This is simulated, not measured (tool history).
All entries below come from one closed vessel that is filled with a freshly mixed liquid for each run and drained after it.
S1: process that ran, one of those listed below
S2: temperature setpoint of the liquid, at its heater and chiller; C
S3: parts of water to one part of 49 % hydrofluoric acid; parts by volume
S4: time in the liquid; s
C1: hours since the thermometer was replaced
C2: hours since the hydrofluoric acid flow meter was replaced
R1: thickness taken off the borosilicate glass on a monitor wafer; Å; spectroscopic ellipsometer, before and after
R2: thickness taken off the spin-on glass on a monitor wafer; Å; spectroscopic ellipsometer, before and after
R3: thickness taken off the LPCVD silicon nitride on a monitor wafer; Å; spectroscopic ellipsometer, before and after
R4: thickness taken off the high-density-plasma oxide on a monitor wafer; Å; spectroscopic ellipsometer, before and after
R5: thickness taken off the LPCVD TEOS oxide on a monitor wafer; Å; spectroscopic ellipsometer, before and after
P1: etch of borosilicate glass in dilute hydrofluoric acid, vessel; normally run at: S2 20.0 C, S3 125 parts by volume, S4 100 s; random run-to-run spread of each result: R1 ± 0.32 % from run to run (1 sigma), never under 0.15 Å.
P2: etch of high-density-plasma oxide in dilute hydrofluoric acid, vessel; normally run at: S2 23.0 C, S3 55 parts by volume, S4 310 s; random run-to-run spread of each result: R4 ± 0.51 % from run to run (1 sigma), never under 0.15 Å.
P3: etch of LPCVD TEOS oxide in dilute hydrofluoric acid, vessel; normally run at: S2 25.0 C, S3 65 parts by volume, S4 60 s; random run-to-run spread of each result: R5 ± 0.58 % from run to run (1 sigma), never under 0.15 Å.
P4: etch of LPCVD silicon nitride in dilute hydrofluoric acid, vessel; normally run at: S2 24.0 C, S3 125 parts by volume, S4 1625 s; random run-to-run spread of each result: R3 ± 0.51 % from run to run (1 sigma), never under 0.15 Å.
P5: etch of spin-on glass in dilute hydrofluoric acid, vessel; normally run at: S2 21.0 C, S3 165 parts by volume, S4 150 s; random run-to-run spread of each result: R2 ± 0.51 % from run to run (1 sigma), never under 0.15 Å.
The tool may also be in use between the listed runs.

Run 1, hour 5.1: S1 P1, S2 20.0 C, S3 125 parts by volume, S4 100 s; C1 1016.7; C2 963.6. Result: R1 130.210 Å.
Run 2, hour 9.7: S1 P5, S2 21.0 C, S3 165 parts by volume, S4 265 s; C1 1021.3; C2 968.2. Result: R2 863.97 Å.
Run 3, hour 14.7: S1 P4, S2 24.0 C, S3 125 parts by volume, S4 3235 s; C1 1026.3; C2 973.2. Result: R3 132.260 Å.
Run 4, hour 19.0: S1 P1, S2 20.0 C, S3 125 parts by volume, S4 155 s; C1 1030.6; C2 977.5. Result: R1 202.420 Å.
Run 5, hour 23.8: S1 P1, S2 20.0 C, S3 125 parts by volume, S4 100 s; C1 1035.4; C2 982.3. Result: R1 130.910 Å.
Run 6, hour 26.9: S1 P2, S2 23.0 C, S3 55 parts by volume, S4 310 s; C1 1038.5; C2 985.4. Result: R4 335.25 Å.
Run 7, hour 30.2: S1 P1, S2 24.0 C, S3 75 parts by volume, S4 100 s; C1 1041.8; C2 988.7. Result: R1 272.350 Å.
Run 8, hour 34.9: S1 P5, S2 21.0 C, S3 70 parts by volume, S4 150 s; C1 1046.5; C2 993.4. Result: R2 1272.30 Å.
Run 9, hour 40.0: S1 P4, S2 24.0 C, S3 185 parts by volume, S4 1625 s; C1 1051.6; C2 998.5. Result: R3 45.050 Å.
Run 10, hour 45.2: S1 P5, S2 28.5 C, S3 165 parts by volume, S4 150 s; C1 1056.8; C2 1003.7. Result: R2 647.06 Å.
Run 11, hour 48.4: S1 P5, S2 21.0 C, S3 165 parts by volume, S4 150 s; C1 1060.0; C2 1006.9. Result: R2 488.75 Å.
Run 12, hour 52.8: S1 P2, S2 23.0 C, S3 55 parts by volume, S4 465 s; C1 1064.4; C2 1011.3. Result: R4 504.70 Å.
Run 13, hour 57.2: S1 P4, S2 29.5 C, S3 125 parts by volume, S4 1625 s; C1 1068.8; C2 1015.7. Result: R3 93.965 Å.
Run 14, hour 61.5: S1 P1, S2 20.0 C, S3 45 parts by volume, S4 100 s; C1 1073.1; C2 1020.0. Result: R1 399.300 Å.
At hour 64.1: hydrofluoric acid flow meter replaced.
Run 15, hour 65.1: S1 P3, S2 25.0 C, S3 65 parts by volume, S4 60 s; C1 1076.7; C2 1.1. Result: R5 553.52 Å.
Run 16, hour 68.6: S1 P2, S2 18.5 C, S3 55 parts by volume, S4 310 s; C1 1080.2; C2 4.6. Result: R4 276.80 Å.
Run 17, hour 71.0: S1 P3, S2 17.0 C, S3 65 parts by volume, S4 60 s; C1 1082.6; C2 7.0. Result: R5 398.42 Å.
Run 18, hour 76.1: S1 P1, S2 20.0 C, S3 180 parts by volume, S4 100 s; C1 1087.7; C2 12.1. Result: R1 85.706 Å.
Run 19, hour 79.9: S1 P1, S2 20.0 C, S3 125 parts by volume, S4 35 s; C1 1091.5; C2 15.9. Result: R1 45.623 Å.
Run 20, hour 84.3: S1 P1, S2 25.0 C, S3 125 parts by volume, S4 100 s; C1 1095.9; C2 20.3. Result: R1 160.130 Å.
Run 21, hour 89.5: S1 P1, S2 20.0 C, S3 125 parts by volume, S4 100 s; C1 1101.1; C2 25.5. Result: R1 131.130 Å.
Run 22, hour 94.7: S1 P3, S2 25.0 C, S3 65 parts by volume, S4 85 s; C1 1106.3; C2 30.7. Result: R5 790.97 Å.
Run 23, hour 98.4: S1 P4, S2 24.0 C, S3 125 parts by volume, S4 1625 s; C1 1110.0; C2 34.4. Result: R3 66.259 Å.
Run 24, hour 101.4: S1 P1, S2 20.0 C, S3 125 parts by volume, S4 100 s; C1 1113.0; C2 37.4. Result: R1 131.380 Å.
Run 25, hour 105.7: S1 P1, S2 17.0 C, S3 125 parts by volume, S4 100 s; C1 1117.3; C2 41.7. Result: R1 115.780 Å.
Run 26, hour 109.1: S1 P5, S2 21.0 C, S3 165 parts by volume, S4 150 s; C1 1120.7; C2 45.1. Result: R2 487.89 Å.
Run 27, hour 112.8: S1 P4, S2 24.0 C, S3 125 parts by volume, S4 1625 s; C1 1124.4; C2 48.8. Result: R3 66.504 Å.
Run 28, hour 116.4: S1 P3, S2 25.0 C, S3 40 parts by volume, S4 60 s; C1 1128.0; C2 52.4. Result: R5 932.04 Å.
Run 29, hour 119.2: S1 P2, S2 23.0 C, S3 20 parts by volume, S4 310 s; C1 1130.8; C2 55.2. Result: R4 967.08 Å.
Run 30, hour 124.3: S1 P1, S2 20.0 C, S3 125 parts by volume, S4 100 s; C1 1135.9; C2 60.3. Result: R1 131.640 Å.
Run 31, hour 126.9: S1 P1, S2 20.0 C, S3 125 parts by volume, S4 100 s; C1 1138.5; C2 62.9. Result: R1 133.980 Å.
Run 32, hour 129.4: S1 P1, S2 20.0 C, S3 125 parts by volume, S4 100 s; C1 1141.0; C2 65.4. Result: R1 137.660 Å.
Run 33, hour 133.2: S1 P1, S2 20.0 C, S3 125 parts by volume, S4 100 s; C1 1144.8; C2 69.2. Result: R1 140.700 Å.
Run 34, hour 137.2: S1 P1, S2 20.0 C, S3 125 parts by volume, S4 100 s; C1 1148.8; C2 73.2. Result: R1 141.560 Å.
Run 35, hour 140.8: S1 P1, S2 20.0 C, S3 125 parts by volume, S4 100 s; C1 1152.4; C2 76.8. Result: R1 143.030 Å.
Run 36, hour 144.0: S1 P1, S2 20.0 C, S3 125 parts by volume, S4 100 s; C1 1155.6; C2 80.0. Result: R1 142.550 Å.
Run 37, hour 147.6: S1 P1, S2 20.0 C, S3 125 parts by volume, S4 100 s; C1 1159.2; C2 83.6. Result: R1 143.180 Å.
Run 38, hour 152.6: S1 P1, S2 20.0 C, S3 125 parts by volume, S4 100 s; C1 1164.2; C2 88.6. Result: R1 143.500 Å.

Compared with where it was, what P1 gives has crept away. Each cause listed below fits the log as well as the rest, at the size given for it:
A: liquid hotter than its thermometer reads (K) = 2.29
B: hydrofluoric acid flow above the setpoint (%) = 8.41
At approximately hour 124.3, the process output began to creep.

Question marks stand in for the results of the 4 check runs listed below, each run on one wafer. Under which run would the listed causes show clearly different results?
Run check 1, hour 157.6: S1 P2, S2 23.0 C, S3 55 parts by volume, S4 310 s. Result: R4 ?.
Run check 2, hour 157.6: S1 P5, S2 21.0 C, S3 165 parts by volume, S4 150 s. Result: R2 ?.
Run check 3, hour 157.6: S1 P4, S2 24.0 C, S3 125 parts by volume, S4 1625 s. Result: R3 ?.
Run check 4, hour 157.6: S1 P3, S2 25.0 C, S3 65 parts by volume, S4 60 s. Result: R5 ?.

What each check would give under each cause:
  check  result    if A    if B
check 1      R4  366.39  363.67
check 2      R2  533.05  536.21
check 3      R3  77.043  71.977
check 4      R5  607.95  605.49
Per-check spread between the two closest causes, in the result where they differ most: check 1 0.74 %; check 2 0.59 %; check 3 6.8 %; check 4 0.41 %
Of the check runs offered, only check 3 discriminates between the causes; the rest would read about the same regardless of which cause applies.

Check 3 has now been run. It gave: R3 76.850 Å. Which of the candidate causes is it?

The cause is A: liquid hotter than its thermometer reads (K).
